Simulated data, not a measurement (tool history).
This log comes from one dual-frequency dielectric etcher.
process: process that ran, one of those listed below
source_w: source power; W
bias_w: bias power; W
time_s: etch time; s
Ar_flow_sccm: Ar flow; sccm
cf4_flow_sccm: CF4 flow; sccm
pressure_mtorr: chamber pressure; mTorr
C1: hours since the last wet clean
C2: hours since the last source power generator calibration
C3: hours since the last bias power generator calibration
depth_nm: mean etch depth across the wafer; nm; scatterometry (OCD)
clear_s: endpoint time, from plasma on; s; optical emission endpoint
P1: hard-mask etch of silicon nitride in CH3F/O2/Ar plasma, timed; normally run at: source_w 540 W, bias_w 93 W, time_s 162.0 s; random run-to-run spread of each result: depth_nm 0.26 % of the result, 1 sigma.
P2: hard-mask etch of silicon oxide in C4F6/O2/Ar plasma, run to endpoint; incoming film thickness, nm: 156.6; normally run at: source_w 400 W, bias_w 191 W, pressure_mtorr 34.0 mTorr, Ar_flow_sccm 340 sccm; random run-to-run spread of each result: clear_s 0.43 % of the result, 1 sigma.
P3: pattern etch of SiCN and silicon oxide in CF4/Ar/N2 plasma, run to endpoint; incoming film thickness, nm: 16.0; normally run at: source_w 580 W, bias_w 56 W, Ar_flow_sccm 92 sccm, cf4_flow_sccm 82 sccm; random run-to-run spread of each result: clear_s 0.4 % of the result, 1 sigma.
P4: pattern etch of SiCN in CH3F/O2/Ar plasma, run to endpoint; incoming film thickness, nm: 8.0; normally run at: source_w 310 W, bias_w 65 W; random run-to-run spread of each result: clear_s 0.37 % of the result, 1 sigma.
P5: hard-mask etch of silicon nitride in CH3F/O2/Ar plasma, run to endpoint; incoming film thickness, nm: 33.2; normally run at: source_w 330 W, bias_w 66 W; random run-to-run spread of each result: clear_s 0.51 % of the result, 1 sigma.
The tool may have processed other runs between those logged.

run 1 hour=11.6 | process=P1 source_w=540 bias_w=93 time_s=162.0 | C1=191.7 C2=402.5 C3=611.9 | depth_nm=139.690
run 2 hour=20.9 | process=P1 source_w=400 bias_w=93 time_s=97.0 | C1=201.0 C2=411.8 C3=621.2 | depth_nm=74.555
run 3 hour=35.5 | process=P1 source_w=540 bias_w=93 time_s=111.0 | C1=215.6 C2=426.4 C3=635.8 | depth_nm=95.987
run 4 hour=42.9 | process=P5 source_w=330 bias_w=40 | C1=223.0 C2=433.8 C3=643.2 | clear_s=61.208
run 5 hour=56.7 | process=P3 source_w=580 bias_w=56 Ar_flow_sccm=92 cf4_flow_sccm=82 | C1=236.8 C2=447.6 C3=657.0 | clear_s=15.393
run 6 hour=70.8 | process=P2 source_w=400 bias_w=191 Ar_flow_sccm=340 pressure_mtorr=34.0 | C1=250.9 C2=461.7 C3=671.1 | clear_s=49.558
run 7 hour=79.6 | process=P5 source_w=460 bias_w=66 | C1=259.7 C2=470.5 C3=679.9 | clear_s=45.210
run 8 hour=89.7 | process=P2 source_w=400 bias_w=117 Ar_flow_sccm=340 pressure_mtorr=34.0 | C1=269.8 C2=480.6 C3=690.0 | clear_s=57.077
run 9 hour=96.8 | process=P3 source_w=580 bias_w=56 Ar_flow_sccm=92 cf4_flow_sccm=110 | C1=276.9 C2=487.7 C3=697.1 | clear_s=14.714
run 10 hour=106.0 | process=P4 source_w=310 bias_w=86 | C1=286.1 C2=496.9 C3=706.3 | clear_s=21.740
run 11 hour=117.0 | process=P1 source_w=670 bias_w=93 time_s=162.0 | C1=297.1 C2=507.9 C3=717.3 | depth_nm=152.140
run 12 hour=127.9 | process=P1 source_w=540 bias_w=66 time_s=222.5 | C1=308.0 C2=518.8 C3=728.2 | depth_nm=170.520
run 13 hour=137.1 | process=P3 source_w=770 bias_w=56 Ar_flow_sccm=92 cf4_flow_sccm=82 | C1=317.2 C2=528.0 C3=737.4 | clear_s=11.894
run 14 hour=148.5 | process=P1 source_w=540 bias_w=93 time_s=162.0 | C1=328.6 C2=539.4 C3=748.8 | depth_nm=139.840
run 15 hour=158.5 | process=P1 source_w=710 bias_w=72 time_s=162.0 | C1=338.6 C2=549.4 C3=758.8 | depth_nm=141.770
run 16 hour=170.5 | process=P4 source_w=310 bias_w=65 | C1=350.6 C2=561.4 C3=770.8 | clear_s=24.034
run 17 hour=177.6 | process=P1 source_w=360 bias_w=93 time_s=162.0 | C1=357.7 C2=568.5 C3=777.9 | depth_nm=120.020
run 18 hour=185.3 | process=P1 source_w=540 bias_w=93 time_s=162.0 | C1=365.4 C2=576.2 C3=785.6 | depth_nm=139.890
run 19 hour=200.5 | process=P1 source_w=540 bias_w=93 time_s=162.0 | C1=380.6 C2=591.4 C3=800.8 | depth_nm=140.070
run 20 hour=214.9 | process=P3 source_w=580 bias_w=56 Ar_flow_sccm=125 cf4_flow_sccm=82 | C1=395.0 C2=605.8 C3=815.2 | clear_s=16.192
run 21 hour=222.6 | process=P2 source_w=240 bias_w=191 Ar_flow_sccm=340 pressure_mtorr=34.0 | C1=402.7 C2=613.5 C3=822.9 | clear_s=59.547
-- hour=235.3 wet clean of the chamber
run 22 hour=237.4 | process=P5 source_w=330 bias_w=66 | C1=2.2 C2=628.3 C3=837.7 | clear_s=52.081
run 23 hour=252.0 | process=P1 source_w=540 bias_w=93 time_s=228.0 | C1=16.8 C2=642.9 C3=852.3 | depth_nm=196.100
run 24 hour=263.6 | process=P3 source_w=580 bias_w=67 Ar_flow_sccm=92 cf4_flow_sccm=82 | C1=28.4 C2=654.5 C3=863.9 | clear_s=14.635
run 25 hour=274.8 | process=P2 source_w=400 bias_w=191 Ar_flow_sccm=340 pressure_mtorr=43.5 | C1=39.6 C2=665.7 C3=875.1 | clear_s=50.931
run 26 hour=286.2 | process=P1 source_w=540 bias_w=113 time_s=162.0 | C1=51.0 C2=677.1 C3=886.5 | depth_nm=149.680
run 27 hour=293.9 | process=P2 source_w=400 bias_w=191 Ar_flow_sccm=452 pressure_mtorr=34.0 | C1=58.7 C2=684.8 C3=894.2 | clear_s=50.919

Run 28 comes next. What will it give?
run 28 hour=306.7 | process=P1 source_w=540 bias_w=93 time_s=162.0 | C1=71.5 C2=697.6 C3=907.0 | depth_nm=?

depth_nm: 140.420 nm
